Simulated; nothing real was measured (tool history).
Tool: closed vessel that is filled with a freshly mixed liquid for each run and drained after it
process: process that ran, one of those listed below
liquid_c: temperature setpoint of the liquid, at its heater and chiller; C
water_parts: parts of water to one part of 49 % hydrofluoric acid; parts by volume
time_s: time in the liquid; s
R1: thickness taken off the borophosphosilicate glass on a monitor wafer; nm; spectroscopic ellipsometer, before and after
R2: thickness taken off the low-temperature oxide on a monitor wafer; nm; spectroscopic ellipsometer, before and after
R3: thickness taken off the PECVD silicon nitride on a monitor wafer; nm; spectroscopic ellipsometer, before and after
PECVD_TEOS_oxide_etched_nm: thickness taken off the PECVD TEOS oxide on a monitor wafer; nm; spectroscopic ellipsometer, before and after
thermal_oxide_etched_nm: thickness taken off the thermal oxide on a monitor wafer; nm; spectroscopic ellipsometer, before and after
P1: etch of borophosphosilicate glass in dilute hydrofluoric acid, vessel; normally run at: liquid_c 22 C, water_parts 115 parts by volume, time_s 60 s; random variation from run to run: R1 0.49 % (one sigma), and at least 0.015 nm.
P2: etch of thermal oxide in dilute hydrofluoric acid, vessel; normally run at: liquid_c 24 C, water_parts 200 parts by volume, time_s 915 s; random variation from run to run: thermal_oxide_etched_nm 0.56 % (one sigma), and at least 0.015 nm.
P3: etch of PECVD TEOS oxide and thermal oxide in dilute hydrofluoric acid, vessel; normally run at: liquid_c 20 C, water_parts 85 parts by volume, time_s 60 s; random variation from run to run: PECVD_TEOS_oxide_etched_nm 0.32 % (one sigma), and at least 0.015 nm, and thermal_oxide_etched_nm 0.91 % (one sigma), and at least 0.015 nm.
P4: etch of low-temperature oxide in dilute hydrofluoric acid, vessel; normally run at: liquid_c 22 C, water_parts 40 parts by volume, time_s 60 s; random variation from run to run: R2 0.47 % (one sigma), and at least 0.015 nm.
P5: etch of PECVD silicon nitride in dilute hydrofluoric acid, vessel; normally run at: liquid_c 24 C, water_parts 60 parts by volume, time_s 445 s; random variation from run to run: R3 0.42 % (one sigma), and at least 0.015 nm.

run 1 hour=3.9 | process=P1 liquid_c=22 water_parts=115 time_s=60 | R1=16.267
run 2 hour=7.3 | process=P4 liquid_c=22 water_parts=40 time_s=105 | R2=45.927
run 3 hour=11.9 | process=P1 liquid_c=22 water_parts=115 time_s=60 | R1=16.05
run 4 hour=15.3 | process=P4 liquid_c=22 water_parts=55 time_s=60 | R2=18.762
run 5 hour=20.6 | process=P5 liquid_c=28.5 water_parts=60 time_s=445 | R3=56.9
run 6 hour=28.1 | process=P5 liquid_c=24 water_parts=60 time_s=445 | R3=42.032
run 7 hour=31.4 | process=P1 liquid_c=22 water_parts=115 time_s=30 | R1=7.9852
run 8 hour=38.6 | process=P4 liquid_c=28.5 water_parts=40 time_s=60 | R2=34.381
run 9 hour=43.5 | process=P3 liquid_c=20 water_parts=85 time_s=95 | PECVD_TEOS_oxide_etched_nm=27.102 thermal_oxide_etched_nm=4.6115
run 10 hour=47.8 | process=P5 liquid_c=24 water_parts=60 time_s=870 | R3=82.559
run 11 hour=52 | process=P3 liquid_c=20 water_parts=85 time_s=60 | PECVD_TEOS_oxide_etched_nm=17.165 thermal_oxide_etched_nm=2.8973
run 12 hour=56.8 | process=P1 liquid_c=17 water_parts=180 time_s=60 | R1=7.9001
run 13 hour=63.7 | process=P2 liquid_c=29 water_parts=200 time_s=915 | thermal_oxide_etched_nm=23.01
run 14 hour=67.7 | process=P1 liquid_c=30.5 water_parts=115 time_s=60 | R1=22.195
run 15 hour=74.3 | process=P1 liquid_c=22 water_parts=115 time_s=90 | R1=23.965
run 16 hour=77.8 | process=P2 liquid_c=24 water_parts=200 time_s=915 | thermal_oxide_etched_nm=19.457
run 17 hour=82 | process=P1 liquid_c=22 water_parts=115 time_s=60 | R1=16.164
-- hour=86.2 hydrofluoric acid flow meter replaced
run 18 hour=89.1 | process=P3 liquid_c=20 water_parts=85 time_s=60 | PECVD_TEOS_oxide_etched_nm=17.104 thermal_oxide_etched_nm=2.953
run 19 hour=93.3 | process=P1 liquid_c=22 water_parts=175 time_s=60 | R1=9.8774
run 20 hour=98.3 | process=P5 liquid_c=24 water_parts=85 time_s=445 | R3=30.019
run 21 hour=102.5 | process=P1 liquid_c=22 water_parts=50 time_s=60 | R1=39.901
run 22 hour=107.8 | process=P5 liquid_c=24 water_parts=60 time_s=445 | R3=41.911
run 23 hour=114.4 | process=P1 liquid_c=22 water_parts=115 time_s=60 | R1=16.044
run 24 hour=118.1 | process=P4 liquid_c=22 water_parts=40 time_s=60 | R2=26.167
run 25 hour=125.4 | process=P3 liquid_c=20 water_parts=115 time_s=60 | PECVD_TEOS_oxide_etched_nm=12.171 thermal_oxide_etched_nm=2.0661
run 26 hour=129.4 | process=P2 liquid_c=24 water_parts=55 time_s=915 | thermal_oxide_etched_nm=83.989

The next listed run, before its measurement:
run 27 hour=134.3 | process=P1 liquid_c=18 water_parts=115 time_s=60 | R1=?

{"run 27": {"R1": 13.652}}
